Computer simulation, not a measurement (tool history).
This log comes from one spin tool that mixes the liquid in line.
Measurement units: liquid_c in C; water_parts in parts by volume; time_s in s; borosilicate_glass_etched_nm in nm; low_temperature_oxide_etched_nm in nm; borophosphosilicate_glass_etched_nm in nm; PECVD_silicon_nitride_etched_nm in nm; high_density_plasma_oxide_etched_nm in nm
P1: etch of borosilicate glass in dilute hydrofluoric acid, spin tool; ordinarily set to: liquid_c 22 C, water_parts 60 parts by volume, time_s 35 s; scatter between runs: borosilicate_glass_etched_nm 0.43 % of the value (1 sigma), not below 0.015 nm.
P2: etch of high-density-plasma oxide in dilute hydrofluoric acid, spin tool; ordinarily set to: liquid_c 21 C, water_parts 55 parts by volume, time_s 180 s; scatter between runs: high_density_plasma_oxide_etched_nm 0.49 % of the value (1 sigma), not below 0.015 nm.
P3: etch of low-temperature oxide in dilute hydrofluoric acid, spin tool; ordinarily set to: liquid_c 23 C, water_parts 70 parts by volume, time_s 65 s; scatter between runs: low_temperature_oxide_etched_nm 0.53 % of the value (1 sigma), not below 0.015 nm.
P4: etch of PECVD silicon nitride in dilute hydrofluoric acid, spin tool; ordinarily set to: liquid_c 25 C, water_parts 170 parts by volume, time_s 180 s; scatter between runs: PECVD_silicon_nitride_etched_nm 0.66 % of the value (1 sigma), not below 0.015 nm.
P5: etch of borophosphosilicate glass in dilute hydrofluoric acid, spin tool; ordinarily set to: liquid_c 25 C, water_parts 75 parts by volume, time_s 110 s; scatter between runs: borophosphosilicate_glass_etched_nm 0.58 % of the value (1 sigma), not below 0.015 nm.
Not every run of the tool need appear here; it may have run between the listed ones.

| run | hour | process | liquid_c | water_parts | time_s | hours since the thermometer was replaced | hours since the hydrofluoric acid flow meter was replaced | borosilicate_glass_etched_nm | low_temperature_oxide_etched_nm | borophosphosilicate_glass_etched_nm | PECVD_silicon_nitride_etched_nm | high_density_plasma_oxide_etched_nm |
|---|---|---|---|---|---|---|---|---|---|---|---|---|
| 1 | 5.7 | P1 | 22 | 60 | 35 | 310.9 | 350.7 | 29.64 |  |  |  |  |
| 2 | 10 | P1 | 17 | 60 | 35 | 315.2 | 355 | 23.974 |  |  |  |  |
| 3 | 16.4 | P3 | 23 | 70 | 65 | 321.6 | 361.4 |  | 21.701 |  |  |  |
| 4 | 19.9 | P1 | 22 | 60 | 15 | 325.1 | 364.9 | 12.77 |  |  |  |  |
| 5 | 25.6 | P5 | 25 | 75 | 15 | 330.8 | 370.6 |  |  | 7.5279 |  |  |
| 6 | 31.2 | P1 | 22 | 60 | 35 | 336.4 | 376.2 | 29.533 |  |  |  |  |
| 7 | 35.8 | P1 | 22 | 60 | 35 | 341 | 380.8 | 29.57 |  |  |  |  |
| 8 | 42.8 | P1 | 22 | 35 | 35 | 348 | 387.8 | 52.329 |  |  |  |  |
| 9 | 47.2 | P1 | 26 | 60 | 35 | 352.4 | 392.2 | 34.94 |  |  |  |  |
| 10 | 54.3 | P4 | 25 | 55 | 180 | 359.5 | 399.3 |  |  |  | 12.679 |  |
| 11 | 60.1 | P3 | 23 | 110 | 65 | 365.3 | 405.1 |  | 13.138 |  |  |  |
| 12 | 66.2 | P3 | 19 | 70 | 65 | 371.4 | 411.2 |  | 18.439 |  |  |  |
| 13 | 73.1 | P2 | 21 | 55 | 180 | 378.3 | 418.1 |  |  |  |  | 16.303 |
| 14 | 77.4 | P1 | 22 | 60 | 35 | 382.6 | 422.4 | 29.535 |  |  |  |  |
| 15 | 84.3 | P5 | 25 | 35 | 110 | 389.5 | 429.3 |  |  | 125.69 |  |  |
|  | 87.6 | thermometer replaced |
| 16 | 88.3 | P1 | 22 | 60 | 35 | 0.7 | 433.3 | 29.65 |  |  |  |  |
| 17 | 95.8 | P5 | 33.5 | 75 | 110 | 8.2 | 440.8 |  |  | 77.536 |  |  |
| 18 | 99.2 | P4 | 25 | 170 | 180 | 11.6 | 444.2 |  |  |  | 4.1373 |  |
| 19 | 104.1 | P2 | 21 | 55 | 45 | 16.5 | 449.1 |  |  |  |  | 4.0681 |
| 20 | 108.6 | P4 | 25 | 170 | 285 | 21 | 453.6 |  |  |  | 6.4794 |  |
| 21 | 113.6 | P4 | 20.5 | 170 | 180 | 26 | 458.6 |  |  |  | 3.0746 |  |
| 22 | 120.8 | P1 | 17 | 95 | 35 | 33.2 | 465.8 | 14.698 |  |  |  |  |
| 23 | 125.8 | P1 | 22 | 60 | 50 | 38.2 | 470.8 | 42.53 |  |  |  |  |
| 24 | 131.2 | P3 | 23 | 70 | 100 | 43.6 | 476.2 |  | 33.602 |  |  |  |
| 25 | 137.5 | P2 | 21 | 55 | 180 | 49.9 | 482.5 |  |  |  |  | 16.37 |
| 26 | 141.1 | P1 | 22 | 100 | 35 | 53.5 | 486.1 | 16.934 |  |  |  |  |
| 27 | 145.6 | P1 | 22 | 60 | 35 | 58 | 490.6 | 29.915 |  |  |  |  |
| 28 | 153.1 | P3 | 23 | 70 | 65 | 65.5 | 498.1 |  | 21.69 |  |  |  |
| 29 | 159.9 | P5 | 25 | 75 | 110 | 72.3 | 504.9 |  |  | 55.312 |  |  |
| 30 | 164.3 | P2 | 27 | 55 | 180 | 76.7 | 509.3 |  |  |  |  | 21.016 |
| 31 | 170.5 | P2 | 21 | 20 | 180 | 82.9 | 515.5 |  |  |  |  | 46.855 |
| 32 | 178.1 | P5 | 25 | 75 | 110 | 90.5 | 523.1 |  |  | 55.552 |  |  |
| 33 | 183.7 | P1 | 22 | 60 | 35 | 96.1 | 528.7 | 29.707 |  |  |  |  |
| 34 | 190.9 | P1 | 22 | 60 | 35 | 103.3 | 535.9 | 29.705 |  |  |  |  |
| 35 | 196.8 | P1 | 22 | 60 | 35 | 109.2 | 541.8 | 30.191 |  |  |  |  |
| 36 | 204.1 | P1 | 22 | 60 | 35 | 116.5 | 549.1 | 30.874 |  |  |  |  |
| 37 | 211.4 | P1 | 22 | 60 | 35 | 123.8 | 556.4 | 31.179 |  |  |  |  |
| 38 | 214.6 | P1 | 22 | 60 | 35 | 127 | 559.6 | 31.329 |  |  |  |  |
| 39 | 218.7 | P1 | 22 | 60 | 35 | 131.1 | 563.7 | 31.242 |  |  |  |  |
| 40 | 222.3 | P1 | 22 | 60 | 35 | 134.7 | 567.3 | 31.704 |  |  |  |  |

The next listed run, before its measurement:
| 41 | 228 | P1 | 22 | 60 | 35 | 140.4 | 573 | ? |  |  |  |  |

borosilicate_glass_etched_nm: 31.524 nm
